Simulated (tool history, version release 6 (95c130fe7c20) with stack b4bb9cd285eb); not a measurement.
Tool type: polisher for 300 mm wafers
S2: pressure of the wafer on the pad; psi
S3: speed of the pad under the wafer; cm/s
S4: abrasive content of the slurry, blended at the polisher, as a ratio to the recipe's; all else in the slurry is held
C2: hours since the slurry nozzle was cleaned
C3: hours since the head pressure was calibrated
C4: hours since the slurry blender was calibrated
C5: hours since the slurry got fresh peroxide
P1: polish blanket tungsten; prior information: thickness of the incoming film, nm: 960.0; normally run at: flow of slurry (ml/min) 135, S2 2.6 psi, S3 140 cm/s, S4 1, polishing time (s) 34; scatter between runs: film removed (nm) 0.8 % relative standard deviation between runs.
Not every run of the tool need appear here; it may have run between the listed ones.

run 1 hour=9.1 | flow_of_slurry_(ml/min)=135 S2=2.6 S3=140 S4=1 polishing_time_(s)=34 | wafers_polished_on_this_pad=498 C2=336 C3=688.5 C4=143.4 C5=56.3 | film_removed_(nm)=145.32
run 2 hour=17.2 | flow_of_slurry_(ml/min)=205 S2=2.6 S3=140 S4=1 polishing_time_(s)=34 | wafers_polished_on_this_pad=633 C2=344.1 C3=696.6 C4=151.5 C5=64.4 | film_removed_(nm)=155.56
run 3 hour=34.5 | flow_of_slurry_(ml/min)=100 S2=2.6 S3=140 S4=1 polishing_time_(s)=34 | wafers_polished_on_this_pad=922 C2=361.4 C3=713.9 C4=168.8 C5=81.7 | film_removed_(nm)=136.48
run 4 hour=45.1 | flow_of_slurry_(ml/min)=135 S2=2.6 S3=140 S4=1 polishing_time_(s)=34 | wafers_polished_on_this_pad=1099 C2=372 C3=724.5 C4=179.4 C5=92.3 | film_removed_(nm)=146.27
run 5 hour=62.8 | flow_of_slurry_(ml/min)=135 S2=2.6 S3=140 S4=0.65 polishing_time_(s)=34 | wafers_polished_on_this_pad=1395 C2=389.7 C3=742.2 C4=197.1 C5=110 | film_removed_(nm)=132.7
run 6 hour=73.8 | flow_of_slurry_(ml/min)=135 S2=4 S3=140 S4=1 polishing_time_(s)=34 | wafers_polished_on_this_pad=1579 C2=400.7 C3=753.2 C4=208.1 C5=121 | film_removed_(nm)=222.98
run 7 hour=90.6 | flow_of_slurry_(ml/min)=135 S2=2.6 S3=140 S4=1 polishing_time_(s)=34 | wafers_polished_on_this_pad=1860 C2=417.5 C3=770 C4=224.9 C5=137.8 | film_removed_(nm)=144.88
run 8 hour=104 | flow_of_slurry_(ml/min)=135 S2=1.2 S3=140 S4=1 polishing_time_(s)=34 | wafers_polished_on_this_pad=2084 C2=430.9 C3=783.4 C4=238.3 C5=151.2 | film_removed_(nm)=67.06
-- hour=118 slurry nozzle cleaned
run 9 hour=120.7 | flow_of_slurry_(ml/min)=135 S2=2.6 S3=188 S4=1 polishing_time_(s)=34 | wafers_polished_on_this_pad=2363 C2=2.8 C3=800.1 C4=255 C5=167.9 | film_removed_(nm)=194.26
run 10 hour=136.5 | flow_of_slurry_(ml/min)=135 S2=4 S3=140 S4=1.25 polishing_time_(s)=34 | wafers_polished_on_this_pad=2627 C2=18.6 C3=815.9 C4=270.8 C5=183.7 | film_removed_(nm)=238.42
run 11 hour=151.8 | flow_of_slurry_(ml/min)=135 S2=2.6 S3=140 S4=1 polishing_time_(s)=34 | wafers_polished_on_this_pad=2882 C2=33.9 C3=831.2 C4=286.1 C5=199 | film_removed_(nm)=146.46
run 12 hour=167.3 | flow_of_slurry_(ml/min)=135 S2=2.6 S3=140 S4=1 polishing_time_(s)=51 | wafers_polished_on_this_pad=3141 C2=49.4 C3=846.7 C4=301.6 C5=214.5 | film_removed_(nm)=216.53
run 13 hour=184.2 | flow_of_slurry_(ml/min)=135 S2=2.6 S3=140 S4=1 polishing_time_(s)=34 | wafers_polished_on_this_pad=3424 C2=66.3 C3=863.6 C4=318.5 C5=231.4 | film_removed_(nm)=147.16
run 14 hour=193.1 | flow_of_slurry_(ml/min)=95 S2=2.6 S3=216 S4=1 polishing_time_(s)=34 | wafers_polished_on_this_pad=3572 C2=75.2 C3=872.5 C4=327.4 C5=240.3 | film_removed_(nm)=206.36
run 15 hour=209.7 | flow_of_slurry_(ml/min)=135 S2=2.6 S3=206 S4=0.7 polishing_time_(s)=34 | wafers_polished_on_this_pad=3850 C2=91.8 C3=889.1 C4=344 C5=256.9 | film_removed_(nm)=197.08
-- hour=213.4 slurry tank refilled with fresh slurry and peroxide
run 16 hour=222 | flow_of_slurry_(ml/min)=135 S2=2.6 S3=140 S4=1 polishing_time_(s)=34 | wafers_polished_on_this_pad=4055 C2=104.1 C3=901.4 C4=356.3 C5=8.6 | film_removed_(nm)=143.9

For run 17, what comes out?
run 17 hour=233.7 | flow_of_slurry_(ml/min)=135 S2=2.6 S3=140 S4=1.5 polishing_time_(s)=34 | wafers_polished_on_this_pad=4251 C2=115.8 C3=913.1 C4=368 C5=20.3 | film_removed_(nm)=?

{"run 17": {"film removed (nm)": 161}}

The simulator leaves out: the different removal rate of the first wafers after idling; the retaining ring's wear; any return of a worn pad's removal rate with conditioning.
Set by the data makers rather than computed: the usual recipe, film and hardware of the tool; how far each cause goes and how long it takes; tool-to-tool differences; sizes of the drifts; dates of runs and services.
